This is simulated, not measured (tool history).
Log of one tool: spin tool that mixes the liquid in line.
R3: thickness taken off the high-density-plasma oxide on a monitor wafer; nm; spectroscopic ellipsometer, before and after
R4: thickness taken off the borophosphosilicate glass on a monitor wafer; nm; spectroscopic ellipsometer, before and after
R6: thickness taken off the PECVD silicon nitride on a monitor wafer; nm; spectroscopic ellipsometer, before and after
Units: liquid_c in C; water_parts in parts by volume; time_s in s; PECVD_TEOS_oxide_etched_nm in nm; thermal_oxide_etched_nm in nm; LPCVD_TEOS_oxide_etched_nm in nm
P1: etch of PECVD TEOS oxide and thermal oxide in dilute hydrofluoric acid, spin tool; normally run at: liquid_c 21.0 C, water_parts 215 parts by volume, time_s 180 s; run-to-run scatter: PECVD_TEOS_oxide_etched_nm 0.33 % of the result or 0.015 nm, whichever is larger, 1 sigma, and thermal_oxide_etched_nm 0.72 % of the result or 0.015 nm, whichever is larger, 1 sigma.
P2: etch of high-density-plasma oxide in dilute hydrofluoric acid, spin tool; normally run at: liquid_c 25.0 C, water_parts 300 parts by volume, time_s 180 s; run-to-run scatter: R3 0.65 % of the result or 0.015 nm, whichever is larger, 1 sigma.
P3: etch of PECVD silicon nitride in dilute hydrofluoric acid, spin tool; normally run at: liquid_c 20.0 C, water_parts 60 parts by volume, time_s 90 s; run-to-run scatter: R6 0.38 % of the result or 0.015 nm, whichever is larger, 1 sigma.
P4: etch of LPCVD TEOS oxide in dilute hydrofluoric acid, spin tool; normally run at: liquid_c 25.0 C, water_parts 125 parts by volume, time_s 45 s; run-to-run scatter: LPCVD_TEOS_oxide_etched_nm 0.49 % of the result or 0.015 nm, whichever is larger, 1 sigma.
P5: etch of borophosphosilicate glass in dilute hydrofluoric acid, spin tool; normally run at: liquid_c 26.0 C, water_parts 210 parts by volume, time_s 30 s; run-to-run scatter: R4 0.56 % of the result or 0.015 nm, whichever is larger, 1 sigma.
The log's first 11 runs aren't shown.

run 12 hour=113.5 | process=P1 liquid_c=17.0 water_parts=215 time_s=180 | PECVD_TEOS_oxide_etched_nm=15.8620 thermal_oxide_etched_nm=2.7648
run 13 hour=125.4 | process=P3 liquid_c=20.0 water_parts=60 time_s=90 | R6=5.6088
run 14 hour=133.2 | process=P1 liquid_c=21.0 water_parts=215 time_s=180 | PECVD_TEOS_oxide_etched_nm=18.5800 thermal_oxide_etched_nm=3.2273
run 15 hour=142.7 | process=P5 liquid_c=26.0 water_parts=210 time_s=15 | R4=2.8340
-- hour=144.4 thermometer replaced
run 16 hour=150.9 | process=P1 liquid_c=21.0 water_parts=55 time_s=180 | PECVD_TEOS_oxide_etched_nm=86.2290 thermal_oxide_etched_nm=15.0130
run 17 hour=159.1 | process=P4 liquid_c=17.5 water_parts=125 time_s=45 | LPCVD_TEOS_oxide_etched_nm=6.7955
run 18 hour=171.6 | process=P3 liquid_c=20.0 water_parts=30 time_s=90 | R6=10.9150
run 19 hour=180.4 | process=P1 liquid_c=21.0 water_parts=360 time_s=180 | PECVD_TEOS_oxide_etched_nm=9.7132 thermal_oxide_etched_nm=1.7012
run 20 hour=188.8 | process=P4 liquid_c=25.0 water_parts=210 time_s=45 | LPCVD_TEOS_oxide_etched_nm=4.9440
run 21 hour=197.9 | process=P1 liquid_c=21.0 water_parts=215 time_s=180 | PECVD_TEOS_oxide_etched_nm=18.5020 thermal_oxide_etched_nm=3.2063

The next listed run, before its measurement:
run 22 hour=208.1 | process=P3 liquid_c=17.0 water_parts=60 time_s=90 | R6=?

Run 22 gave R6 4.5188 nm.
